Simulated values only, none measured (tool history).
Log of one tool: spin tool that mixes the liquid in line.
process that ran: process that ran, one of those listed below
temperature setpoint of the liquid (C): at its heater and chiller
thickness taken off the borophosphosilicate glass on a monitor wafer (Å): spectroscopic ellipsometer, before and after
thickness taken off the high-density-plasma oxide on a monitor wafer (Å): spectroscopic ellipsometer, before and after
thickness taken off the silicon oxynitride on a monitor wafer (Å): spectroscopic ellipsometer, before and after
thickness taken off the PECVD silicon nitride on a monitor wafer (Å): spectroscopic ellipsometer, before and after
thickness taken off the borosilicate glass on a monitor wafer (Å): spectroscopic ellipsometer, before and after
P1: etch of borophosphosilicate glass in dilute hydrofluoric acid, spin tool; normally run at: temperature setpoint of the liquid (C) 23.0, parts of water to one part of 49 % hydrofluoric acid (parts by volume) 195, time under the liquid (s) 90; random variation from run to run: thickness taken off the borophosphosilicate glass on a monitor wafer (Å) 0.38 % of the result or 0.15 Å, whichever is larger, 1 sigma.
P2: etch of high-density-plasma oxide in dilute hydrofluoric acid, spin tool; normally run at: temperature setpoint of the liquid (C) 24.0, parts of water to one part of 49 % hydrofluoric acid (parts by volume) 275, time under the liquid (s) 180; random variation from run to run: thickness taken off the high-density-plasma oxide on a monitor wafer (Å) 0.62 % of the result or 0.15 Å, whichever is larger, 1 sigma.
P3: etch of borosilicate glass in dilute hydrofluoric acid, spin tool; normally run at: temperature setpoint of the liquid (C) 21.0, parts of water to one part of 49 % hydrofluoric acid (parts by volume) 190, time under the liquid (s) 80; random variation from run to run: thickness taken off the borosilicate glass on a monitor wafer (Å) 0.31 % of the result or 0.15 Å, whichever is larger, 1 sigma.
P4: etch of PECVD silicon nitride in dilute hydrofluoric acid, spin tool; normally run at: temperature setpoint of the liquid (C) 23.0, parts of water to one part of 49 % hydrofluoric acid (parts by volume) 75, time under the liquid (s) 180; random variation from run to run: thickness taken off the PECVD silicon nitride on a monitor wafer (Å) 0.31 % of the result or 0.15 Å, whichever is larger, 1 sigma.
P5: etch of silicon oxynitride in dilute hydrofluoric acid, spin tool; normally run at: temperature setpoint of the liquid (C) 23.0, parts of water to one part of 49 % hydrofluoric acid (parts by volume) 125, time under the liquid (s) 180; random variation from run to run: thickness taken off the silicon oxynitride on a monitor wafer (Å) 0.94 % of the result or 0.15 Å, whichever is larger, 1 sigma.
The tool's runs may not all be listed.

run     day  process that ran  temperature setpoint of the liquid (C)  parts of water to one part of 49 % hydrofluoric acid (parts by volume)  time under the liquid (s)  hours since the thermometer was replaced  hours since the hydrofluoric acid flow meter was replaced  thickness taken off the borophosphosilicate glass on a monitor wafer (Å)  thickness taken off the high-density-plasma oxide on a monitor wafer (Å)  thickness taken off the silicon oxynitride on a monitor wafer (Å)  thickness taken off the PECVD silicon nitride on a monitor wafer (Å)  thickness taken off the borosilicate glass on a monitor wafer (Å)
  1   0.550                P1                                    23.0                                                                     195                         90                                    1715.0                                                      682.1                                                                    317.48
  2   0.892                P1                                    23.0                                                                     195                         35                                    1723.2                                                      690.3                                                                    123.08
  3   1.242                P2                                    24.0                                                                     275                        180                                    1731.6                                                      698.7                                                                                                                                              53.660
  4   1.746                P1                                    17.5                                                                     195                         90                                    1743.7                                                      710.8                                                                    255.31
  5   2.321                P1                                    23.0                                                                     195                        140                                    1757.5                                                      724.6                                                                    490.93
  6   2.812                P5                                    17.5                                                                     125                        180                                    1769.3                                                      736.4                                                                                                                                                                                                                18.2780
  7   3.408                P5                                    23.0                                                                     225                        180                                    1783.6                                                      750.7                                                                                                                                                                                                                12.4690
  8   4.021                P1                                    23.0                                                                     195                         90                                    1798.3                                                      765.4                                                                    316.80
  9   4.350                P1                                    23.0                                                                      40                         15                                    1806.2                                                      773.3                                                                    307.60
 10   4.671                P1                                    30.0                                                                     195                         90                                    1813.9                                                      781.0                                                                    405.57
 11   5.267                P5                                    23.0                                                                     125                        180                                    1828.2                                                      795.3                                                                                                                                                                                                                23.4950
 12   5.742                P4                                    23.0                                                                      75                         15                                    1839.6                                                      806.7                                                                                                                                                                                                                                                                                       7.6256
 13   6.204                P2                                    17.0                                                                     275                        180                                    1850.7                                                      817.8                                                                                                                                              42.007
 14   6.517                P2                                    24.0                                                                     275                         75                                    1858.2                                                      825.3                                                                                                                                              22.655
 15   7.025                P5                                    23.0                                                                     125                         25                                    1870.4                                                      837.5                                                                                                                                                                                                                 3.0557
 16   7.625                P1                                    23.0                                                                     195                         90                                    1884.8                                                      851.9                                                                    314.81
      7.779  -- hydrofluoric acid flow meter replaced
 17   7.979                P1                                    23.0                                                                     195                         90                                    1893.3                                                        4.8                                                                    316.75
 18   8.296                P4                                    23.0                                                                      40                        180                                    1900.9                                                       12.4                                                                                                                                                                                                                                                                                     174.7900
 19   8.625                P2                                    24.0                                                                     115                        180                                    1908.8                                                       20.3                                                                                                                                             152.310
 20   9.008                P1                                    17.0                                                                     195                        165                                    1918.0                                                       29.5                                                                    461.42
 21   9.379                P1                                    23.0                                                                     120                         90                                    1926.9                                                       38.4                                                                    558.40
 22   9.692                P2                                    24.0                                                                     275                        180                                    1934.4                                                       45.9                                                                                                                                              54.106
 23  10.083                P4                                    23.0                                                                      75                        180                                    1943.8                                                       55.3                                                                                                                                                                                                                                                                                      94.3590
 24  10.558                P1                                    23.0                                                                     265                         90                                    1955.2                                                       66.7                                                                    217.18
 25  11.083                P1                                    29.5                                                                     195                         50                                    1967.8                                                       79.3                                                                    223.65
 26  11.638                P3                                    21.0                                                                     345                         80                                    1981.1                                                       92.6                                                                                                                                                                                                                                                                                                                                                          53.831
 27  12.217                P3                                    21.0                                                                     190                         80                                    1995.0                                                      106.5                                                                                                                                                                                                                                                                                                                                                         112.630
 28  12.858                P4                                    19.0                                                                      75                        180                                    2010.4                                                      121.9                                                                                                                                                                                                                                                                                      71.6560
 29  13.458                P1                                    23.0                                                                     195                         90                                    2024.8                                                      136.3                                                                    316.90
 30  13.988                P3                                    21.0                                                                     190                        120                                    2037.5                                                      149.0                                                                                                                                                                                                                                                                                                                                                         169.350
 31  14.467                P1                                    23.0                                                                     195                         90                                    2049.0                                                      160.5                                                                    315.17
 32  15.079                P1                                    23.0                                                                     195                         90                                    2063.7                                                      175.2                                                                    316.03
 33  15.579                P3                                    17.0                                                                     190                         80                                    2075.7                                                      187.2                                                                                                                                                                                                                                                                                                                                                          96.427

The next listed run, before its measurement:
 34  15.896                P1                                    23.0                                                                     195                         90                                    2083.3                                                      194.8                                                                         ?

thickness taken off the borophosphosilicate glass on a monitor wafer (Å): 315.60
